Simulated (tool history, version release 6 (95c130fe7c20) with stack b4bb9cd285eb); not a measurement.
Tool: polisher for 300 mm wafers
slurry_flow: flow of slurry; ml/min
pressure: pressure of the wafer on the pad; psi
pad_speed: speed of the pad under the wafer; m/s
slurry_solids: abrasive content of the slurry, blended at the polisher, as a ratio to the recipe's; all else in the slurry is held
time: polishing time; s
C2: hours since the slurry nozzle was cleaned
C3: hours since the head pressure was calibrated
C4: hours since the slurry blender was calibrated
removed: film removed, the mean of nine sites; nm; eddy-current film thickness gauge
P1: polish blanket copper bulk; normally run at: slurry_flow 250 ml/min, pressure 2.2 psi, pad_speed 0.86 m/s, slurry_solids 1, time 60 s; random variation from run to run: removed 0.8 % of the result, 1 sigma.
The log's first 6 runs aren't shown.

run 7 hour=64.6 | slurry_flow=365 pressure=2.2 pad_speed=1.12 slurry_solids=1 time=60 | wafers_polished_on_this_pad=1251 C2=248.6 C3=466.9 C4=174.2 | removed=592.08
run 8 hour=73.4 | slurry_flow=250 pressure=2.2 pad_speed=0.86 slurry_solids=1 time=60 | wafers_polished_on_this_pad=1364 C2=257.4 C3=475.7 C4=183 | removed=440.76
run 9 hour=83.9 | slurry_flow=250 pressure=2.2 pad_speed=1.3 slurry_solids=1 time=60 | wafers_polished_on_this_pad=1497 C2=267.9 C3=486.2 C4=193.5 | removed=667.39
run 10 hour=92.8 | slurry_flow=250 pressure=2.2 pad_speed=0.86 slurry_solids=1 time=60 | wafers_polished_on_this_pad=1611 C2=276.8 C3=495.1 C4=202.4 | removed=440.14
-- hour=97.9 worn pad replaced by a new one
run 11 hour=101 | slurry_flow=150 pressure=2.2 pad_speed=0.86 slurry_solids=1 time=60 | wafers_polished_on_this_pad=40 C2=285 C3=503.3 C4=210.6 | removed=413.54
run 12 hour=112.3 | slurry_flow=250 pressure=2.2 pad_speed=0.5 slurry_solids=1 time=60 | wafers_polished_on_this_pad=184 C2=296.3 C3=514.6 C4=221.9 | removed=257.81
run 13 hour=118.9 | slurry_flow=250 pressure=1 pad_speed=0.86 slurry_solids=1 time=60 | wafers_polished_on_this_pad=268 C2=302.9 C3=521.2 C4=228.5 | removed=202.11
-- hour=125.3 slurry nozzle cleaned
run 14 hour=129.2 | slurry_flow=250 pressure=2.2 pad_speed=0.86 slurry_solids=1 time=60 | wafers_polished_on_this_pad=399 C2=4 C3=531.5 C4=238.8 | removed=437.44
run 15 hour=134.6 | slurry_flow=380 pressure=2.2 pad_speed=0.86 slurry_solids=1 time=60 | wafers_polished_on_this_pad=468 C2=9.4 C3=536.9 C4=244.2 | removed=461.23
run 16 hour=140.1 | slurry_flow=250 pressure=2.2 pad_speed=0.86 slurry_solids=1 time=27 | wafers_polished_on_this_pad=538 C2=14.9 C3=542.4 C4=249.7 | removed=196.51
run 17 hour=146.6 | slurry_flow=250 pressure=2.2 pad_speed=0.86 slurry_solids=1.35 time=60 | wafers_polished_on_this_pad=621 C2=21.4 C3=548.9 C4=256.2 | removed=471.18
run 18 hour=158.2 | slurry_flow=150 pressure=2.2 pad_speed=0.86 slurry_solids=1 time=34 | wafers_polished_on_this_pad=769 C2=33 C3=560.5 C4=267.8 | removed=233.51

Run 19 comes next. What will it give?
run 19 hour=165.9 | slurry_flow=250 pressure=2.2 pad_speed=0.86 slurry_solids=1 time=88 | wafers_polished_on_this_pad=867 C2=40.7 C3=568.2 C4=275.5 | removed=?

removed: 645.68 nm
